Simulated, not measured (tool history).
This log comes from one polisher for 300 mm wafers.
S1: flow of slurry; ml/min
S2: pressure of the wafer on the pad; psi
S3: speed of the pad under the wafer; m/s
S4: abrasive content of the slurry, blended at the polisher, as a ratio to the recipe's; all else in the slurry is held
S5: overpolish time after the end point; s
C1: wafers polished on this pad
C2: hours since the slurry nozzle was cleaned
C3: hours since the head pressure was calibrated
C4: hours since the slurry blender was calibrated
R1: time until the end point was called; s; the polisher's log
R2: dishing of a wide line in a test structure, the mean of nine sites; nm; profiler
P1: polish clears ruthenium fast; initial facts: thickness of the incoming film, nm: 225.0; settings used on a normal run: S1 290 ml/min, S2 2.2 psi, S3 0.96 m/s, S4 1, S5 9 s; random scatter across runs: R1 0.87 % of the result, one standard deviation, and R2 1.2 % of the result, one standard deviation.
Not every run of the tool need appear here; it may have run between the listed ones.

run	hour	S1	S2	S3	S4	S5	C1	C2	C3	C4	R1	R2
1	10	290	2.2	0.96	1	9	588	130.1	608.7	260.6	59.747	29.528
2	25.1	290	2.2	0.96	0.5	9	750	145.2	623.8	275.7	86.142	20.558
3	42.3	290	2.2	0.96	1	3	934	162.4	641	292.9	59.677	10.281
4	55.7	290	2.2	0.96	1	9	1078	175.8	654.4	306.3	58.966	29.181
5	68.4	220	2.2	0.96	1	15	1214	188.5	667.1	319	61.249	47.139
6	81.2	290	2.2	0.96	1.4	9	1351	201.3	679.9	331.8	51.463	33.897
7	88.6	290	2.2	0.46	1	9	1430	208.7	687.3	339.2	125.38	14.555
8	98.2	290	3.4	0.96	1	5	1533	218.3	696.9	348.8	38.282	25.655
9	106.9	455	2.2	0.96	1	9	1626	227	705.6	357.5	57.115	30.404
10	116.7	290	2.2	0.96	1	9	1731	236.8	715.4	367.3	58.973	30.304
11	133.5	290	2.2	0.96	1	9	1911	253.6	732.2	384.1	59.386	29.424
12	146.9	290	3.4	0.96	1	9	2055	267	745.6	397.5	38.353	44.335
13	162.3	290	2.2	1.48	1	9	2220	282.4	761	412.9	38.385	44.233
14	177.9	290	2.2	0.96	1	9	2387	298	776.6	428.5	58.899	30.133
15	193.8	290	2.2	0.96	1	14	2557	313.9	792.5	444.4	59.852	45.636
16	206.8	290	1.3	0.96	1	9	2696	326.9	805.5	457.4	101.93	17.752
17	214.7	205	2.2	0.96	1	9	2781	334.8	813.4	465.3	62.871	28.936

For run 18, what comes out?
18	222.8	290	2.2	0.96	1	9	2868	342.9	821.5	473.4	?	?

For run 18 the tool returned R1 58.255 s, R2 29.625 nm.
